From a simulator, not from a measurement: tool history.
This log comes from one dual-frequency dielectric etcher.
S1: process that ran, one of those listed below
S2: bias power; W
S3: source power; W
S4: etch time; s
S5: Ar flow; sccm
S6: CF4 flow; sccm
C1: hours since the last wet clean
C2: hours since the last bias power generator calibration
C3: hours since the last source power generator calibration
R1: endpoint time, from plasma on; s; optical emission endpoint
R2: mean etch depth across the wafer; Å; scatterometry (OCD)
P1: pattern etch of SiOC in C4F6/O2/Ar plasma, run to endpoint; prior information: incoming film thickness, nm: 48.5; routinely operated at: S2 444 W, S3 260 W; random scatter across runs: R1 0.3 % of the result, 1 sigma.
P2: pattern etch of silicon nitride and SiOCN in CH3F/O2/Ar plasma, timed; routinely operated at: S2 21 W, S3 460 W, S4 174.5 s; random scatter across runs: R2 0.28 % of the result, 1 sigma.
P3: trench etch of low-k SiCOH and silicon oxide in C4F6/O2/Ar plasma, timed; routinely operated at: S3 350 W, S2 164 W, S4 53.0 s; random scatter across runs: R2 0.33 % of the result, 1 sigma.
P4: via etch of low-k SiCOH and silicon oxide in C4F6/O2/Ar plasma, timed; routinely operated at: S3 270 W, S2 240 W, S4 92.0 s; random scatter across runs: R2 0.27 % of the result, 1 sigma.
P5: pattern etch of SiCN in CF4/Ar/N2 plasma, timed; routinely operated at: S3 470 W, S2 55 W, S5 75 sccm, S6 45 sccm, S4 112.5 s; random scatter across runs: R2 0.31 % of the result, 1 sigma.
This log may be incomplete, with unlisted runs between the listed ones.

run 1 day=0.304 | S1=P1 S2=444 S3=260 | C1=241.9 C2=2524.6 C3=2042.6 | R1=20.099
run 2 day=0.679 | S1=P2 S2=21 S3=460 S4=96.0 | C1=250.9 C2=2533.6 C3=2051.6 | R2=131.51
run 3 day=1.038 | S1=P1 S2=444 S3=260 | C1=259.5 C2=2542.2 C3=2060.2 | R1=20.198
run 4 day=1.546 | S1=P4 S2=240 S3=270 S4=124.5 | C1=271.7 C2=2554.4 C3=2072.4 | R2=3313.90
run 5 day=2.012 | S1=P5 S2=55 S3=470 S4=112.5 S5=75 S6=45 | C1=282.9 C2=2565.6 C3=2083.6 | R2=904.05
run 6 day=2.471 | S1=P1 S2=269 S3=260 | C1=293.9 C2=2576.6 C3=2094.6 | R1=24.091
run 7 day=2.846 | S1=P1 S2=444 S3=260 | C1=302.9 C2=2585.6 C3=2103.6 | R1=20.143
run 8 day=3.329 | S1=P1 S2=444 S3=260 | C1=314.5 C2=2597.2 C3=2115.2 | R1=20.276
run 9 day=3.600 | S1=P5 S2=76 S3=470 S4=112.5 S5=75 S6=45 | C1=321.0 C2=2603.7 C3=2121.7 | R2=1011.40
run 10 day=4.112 | S1=P4 S2=240 S3=190 S4=92.0 | C1=333.3 C2=2616.0 C3=2134.0 | R2=2139.00
run 11 day=4.617 | S1=P1 S2=444 S3=190 | C1=345.4 C2=2628.1 C3=2146.1 | R1=22.652
run 12 day=5.154 | S1=P4 S2=147 S3=270 S4=92.0 | C1=358.3 C2=2641.0 C3=2159.0 | R2=2076.90
run 13 day=5.504 | S1=P5 S2=55 S3=470 S4=112.5 S5=91 S6=45 | C1=366.7 C2=2649.4 C3=2167.4 | R2=871.91
run 14 day=5.975 | S1=P3 S2=164 S3=240 S4=53.0 | C1=378.0 C2=2660.7 C3=2178.7 | R2=1363.20
run 15 day=6.400 | S1=P5 S2=55 S3=470 S4=112.5 S5=75 S6=31 | C1=388.2 C2=2670.9 C3=2188.9 | R2=844.12
run 16 day=6.958 | S1=P1 S2=444 S3=260 | C1=401.6 C2=2684.3 C3=2202.3 | R1=20.259
run 17 day=7.471 | S1=P1 S2=311 S3=330 | C1=413.9 C2=2696.6 C3=2214.6 | R1=21.020
run 18 day=7.892 | S1=P4 S2=240 S3=270 S4=92.0 | C1=424.0 C2=2706.7 C3=2224.7 | R2=2442.60
run 19 day=8.462 | S1=P5 S2=55 S3=470 S4=112.5 S5=75 S6=45 | C1=437.7 C2=2720.4 C3=2238.4 | R2=902.87
run 20 day=8.996 | S1=P1 S2=538 S3=260 | C1=450.5 C2=2733.2 C3=2251.2 | R1=18.653
run 21 day=9.379 | S1=P2 S2=21 S3=460 S4=174.5 | C1=459.7 C2=2742.4 C3=2260.4 | R2=238.92
run 22 day=9.908 | S1=P2 S2=16 S3=460 S4=174.5 | C1=472.4 C2=2755.1 C3=2273.1 | R2=212.32
-- day=10.117 source power generator calibrated
run 23 day=10.317 | S1=P1 S2=287 S3=200 | C1=482.2 C2=2764.9 C3=4.8 | R1=25.937
run 24 day=10.696 | S1=P5 S2=55 S3=600 S4=112.5 S5=75 S6=45 | C1=491.3 C2=2774.0 C3=13.9 | R2=1118.20
run 25 day=10.975 | S1=P3 S2=131 S3=350 S4=53.0 | C1=498.0 C2=2780.7 C3=20.6 | R2=1483.30
run 26 day=11.521 | S1=P1 S2=565 S3=320 | C1=511.1 C2=2793.8 C3=33.7 | R1=17.021
run 27 day=11.929 | S1=P3 S2=164 S3=350 S4=78.0 | C1=520.9 C2=2803.6 C3=43.5 | R2=2324.60
run 28 day=12.483 | S1=P1 S2=444 S3=320 | C1=534.2 C2=2816.9 C3=56.8 | R1=18.665
run 29 day=12.942 | S1=P5 S2=55 S3=470 S4=74.5 S5=75 S6=45 | C1=545.2 C2=2827.9 C3=67.8 | R2=598.71
run 30 day=13.254 | S1=P2 S2=21 S3=610 S4=174.5 | C1=552.7 C2=2835.4 C3=75.3 | R2=264.87
run 31 day=13.650 | S1=P3 S2=164 S3=350 S4=53.0 | C1=562.2 C2=2844.9 C3=84.8 | R2=1586.20
run 32 day=14.117 | S1=P1 S2=444 S3=260 | C1=573.4 C2=2856.1 C3=96.0 | R1=20.101
run 33 day=14.625 | S1=P1 S2=444 S3=260 | C1=585.6 C2=2868.3 C3=108.2 | R1=19.958
run 34 day=15.038 | S1=P1 S2=444 S3=260 | C1=595.5 C2=2878.2 C3=118.1 | R1=19.990
run 35 day=15.292 | S1=P1 S2=444 S3=260 | C1=601.6 C2=2884.3 C3=124.2 | R1=20.003
-- day=15.417 wet clean of the chamber
run 36 day=15.829 | S1=P1 S2=444 S3=260 | C1=10.0 C2=2897.2 C3=137.1 | R1=19.792
run 37 day=16.129 | S1=P1 S2=444 S3=260 | C1=17.2 C2=2904.4 C3=144.3 | R1=19.803
run 38 day=16.621 | S1=P1 S2=444 S3=260 | C1=29.0 C2=2916.2 C3=156.1 | R1=19.814
run 39 day=16.971 | S1=P1 S2=444 S3=260 | C1=37.4 C2=2924.6 C3=164.5 | R1=19.660
run 40 day=17.471 | S1=P1 S2=444 S3=260 | C1=49.4 C2=2936.6 C3=176.5 | R1=19.773

Compared with where it was, what P1 gives has crept away. Each cause listed below fits the log as well as the rest, at the size given for it:
A: source power that arrives over what is set, % = 4.21
B: bias power that arrives over what is set, % = 4.12
Onset of the creep was near day 14.117.
All other causes, with the reason each is excluded:
chamber walls in a state that raises the etch rate, %: serviced at day 15.417, after the drift had started, without restoring the earlier output

Of the 4 check runs listed below, each run on one wafer and each result written as a question mark, which would let you distinguish the listed causes because they would give clearly different results?
run check 1 day=17.971 | S1=P3 S2=164 S3=350 S4=53.0 | R2=?
run check 2 day=17.971 | S1=P5 S2=55 S3=470 S4=112.5 S5=75 S6=45 | R2=?
run check 3 day=17.971 | S1=P4 S2=240 S3=270 S4=92.0 | R2=?
run check 4 day=17.971 | S1=P2 S2=21 S3=460 S4=174.5 | R2=?

Outcome of each check run for each possible cause:
check=check_1 result=R2 if_A=1611.80 if_B=1606.20
check=check_2 result=R2 if_A=936.41 if_B=915.25
check=check_3 result=R2 if_A=2484.00 if_B=2479.60
check=check_4 result=R2 if_A=241.78 if_B=242.57
Smallest distance between any two causes, each pair judged by its most separating result, in per cent: check 1 0.34 %; check 2 2.28 %; check 3 0.18 %; check 4 0.32 %
Check 2 is the one run that separates the causes; every other check would come out nearly the same whichever cause is at work.

Running check 2 produced the following: R2 909.62 Å. Which one of the listed causes fits?

Of the candidate causes, it is B: bias power that arrives over what is set, %.

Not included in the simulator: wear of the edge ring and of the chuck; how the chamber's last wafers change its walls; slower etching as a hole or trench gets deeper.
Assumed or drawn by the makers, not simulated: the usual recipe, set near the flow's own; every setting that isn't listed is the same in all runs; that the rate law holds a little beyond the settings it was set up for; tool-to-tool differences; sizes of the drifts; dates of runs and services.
